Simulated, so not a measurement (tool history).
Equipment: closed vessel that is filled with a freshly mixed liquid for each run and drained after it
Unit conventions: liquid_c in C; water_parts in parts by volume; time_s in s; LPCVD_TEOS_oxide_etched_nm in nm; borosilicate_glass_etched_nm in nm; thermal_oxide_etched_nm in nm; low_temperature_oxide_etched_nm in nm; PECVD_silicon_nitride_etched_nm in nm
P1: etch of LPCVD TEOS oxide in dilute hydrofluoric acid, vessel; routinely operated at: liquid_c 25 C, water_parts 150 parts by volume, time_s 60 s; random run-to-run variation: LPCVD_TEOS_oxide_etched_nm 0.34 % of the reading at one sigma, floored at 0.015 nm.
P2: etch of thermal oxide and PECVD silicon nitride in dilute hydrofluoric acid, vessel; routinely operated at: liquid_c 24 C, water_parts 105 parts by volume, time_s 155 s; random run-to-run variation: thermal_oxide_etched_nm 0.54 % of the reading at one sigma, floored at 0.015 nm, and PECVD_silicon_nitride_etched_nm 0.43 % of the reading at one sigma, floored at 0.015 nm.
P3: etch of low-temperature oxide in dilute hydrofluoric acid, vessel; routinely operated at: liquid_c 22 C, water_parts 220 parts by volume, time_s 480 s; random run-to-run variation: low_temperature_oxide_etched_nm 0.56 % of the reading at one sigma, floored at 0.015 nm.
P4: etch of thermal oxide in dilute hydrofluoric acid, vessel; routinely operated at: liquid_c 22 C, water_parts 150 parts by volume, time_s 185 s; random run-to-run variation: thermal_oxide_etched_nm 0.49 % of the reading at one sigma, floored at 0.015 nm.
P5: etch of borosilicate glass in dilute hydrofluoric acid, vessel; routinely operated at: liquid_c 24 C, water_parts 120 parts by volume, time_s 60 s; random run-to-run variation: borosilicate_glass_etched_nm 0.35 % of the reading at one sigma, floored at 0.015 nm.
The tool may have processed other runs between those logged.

run	hour	process	liquid_c	water_parts	time_s	LPCVD_TEOS_oxide_etched_nm	borosilicate_glass_etched_nm	thermal_oxide_etched_nm	low_temperature_oxide_etched_nm	PECVD_silicon_nitride_etched_nm
1	8.6	P1	25	150	60	6.6886				
2	18.7	P1	32	150	60	8.7147				
3	23.6	P5	24	120	30		7.0163			
4	32.9	P4	18	150	185			4.4916		
5	39.4	P1	25	150	60	6.7035				
6	46.9	P4	22	205	185			3.6826		
7	54.9	P1	25	260	60	3.4543				
8	65.3	P3	29.5	220	480				54.242	
9	72.4	P4	22	150	30			0.84687		
10	79.4	P1	28.5	150	30	3.7924				
11	85.2	P1	25	150	30	3.3864				
12	90.3	P5	24	210	60		7.3021			
13	96.7	P3	22	380	480				20.552	
14	104.3	P1	25	150	60	6.7424				
15	111	P2	28.5	105	155			8.3593		10.069
16	121	P2	24	45	155			17.51		17.286
17	131.2	P1	25	150	60	6.6872				
18	139.4	P1	21	150	60	5.7716				
19	147.3	P5	24	120	60		13.994			
20	155.2	P4	22	150	185			5.2951		
21	164.5	P5	24	120	60		14.127			
22	173.1	P3	22	220	930				79.843	
23	183.5	P1	25	150	115	12.906				
24	188.7	P5	19.5	120	60		11.858			
25	194.8	P3	22	220	480				41.312	
26	202.4	P1	25	85	60	12.787				
27	209.3	P1	25	150	60	6.7426				
28	219.6	P1	25	150	60	6.7341				
29	230.2	P1	25	45	110	46.866				
30	240	P2	24	105	305			13.783		14.805
31	250.3	P2	24	105	155			6.9926		7.5384
32	258.6	P2	24	105	155			6.998		7.541
33	264	P1	25	150	60	6.7091				
34	269.2	P1	25	150	60	6.9431				
35	279	P1	25	150	60	7.1761				
36	287.3	P1	25	150	60	7.2335				
37	294.9	P1	25	150	60	7.2384				
38	302.7	P1	25	150	60	7.2882				
39	311.8	P1	25	150	60	7.3577				
40	322.2	P1	25	150	60	7.3544				

P1 has crept away from where it was. The log is fitted equally well by each of these 2 causes, at the sizes shown:
A: liquid hotter than its thermometer reads (K) = 2.31
B: hydrofluoric acid flow above the setpoint (%) = 7.63
The gradual shift began around hour 264.

4 check runs are offered, one wafer each, their results left as question marks. Which one tells the causes apart?
check 1	332.6	P2	24	105	155			?		?
check 2	332.6	P5	24	120	60		?			
check 3	332.6	P3	22	220	480				?	
check 4	332.6	P4	22	150	185			?		

How each check would come out, cause by cause:
check	result	if A	if B
check 1	thermal_oxide_etched_nm	7.6392	7.5813
check 1	PECVD_silicon_nitride_etched_nm	8.7413	8.0861
check 2	borosilicate_glass_etched_nm	15.438	15.354
check 3	low_temperature_oxide_etched_nm	45.09	45.283
check 4	thermal_oxide_etched_nm	5.8077	5.7852
Gap, in per cent, between the two causes that each check separates least, read from the result that separates them most: check 1 7.79 %; check 2 0.54 %; check 3 0.43 %; check 4 0.39 %
Of the check runs offered, only check 1 discriminates between the causes; the rest would read about the same regardless of which cause applies.

Check 1 has now been run. It gave: thermal_oxide_etched_nm 7.5814 nm; PECVD_silicon_nitride_etched_nm 8.0406 nm. Which of the candidate causes is it?

It is B: hydrofluoric acid flow above the setpoint (%).
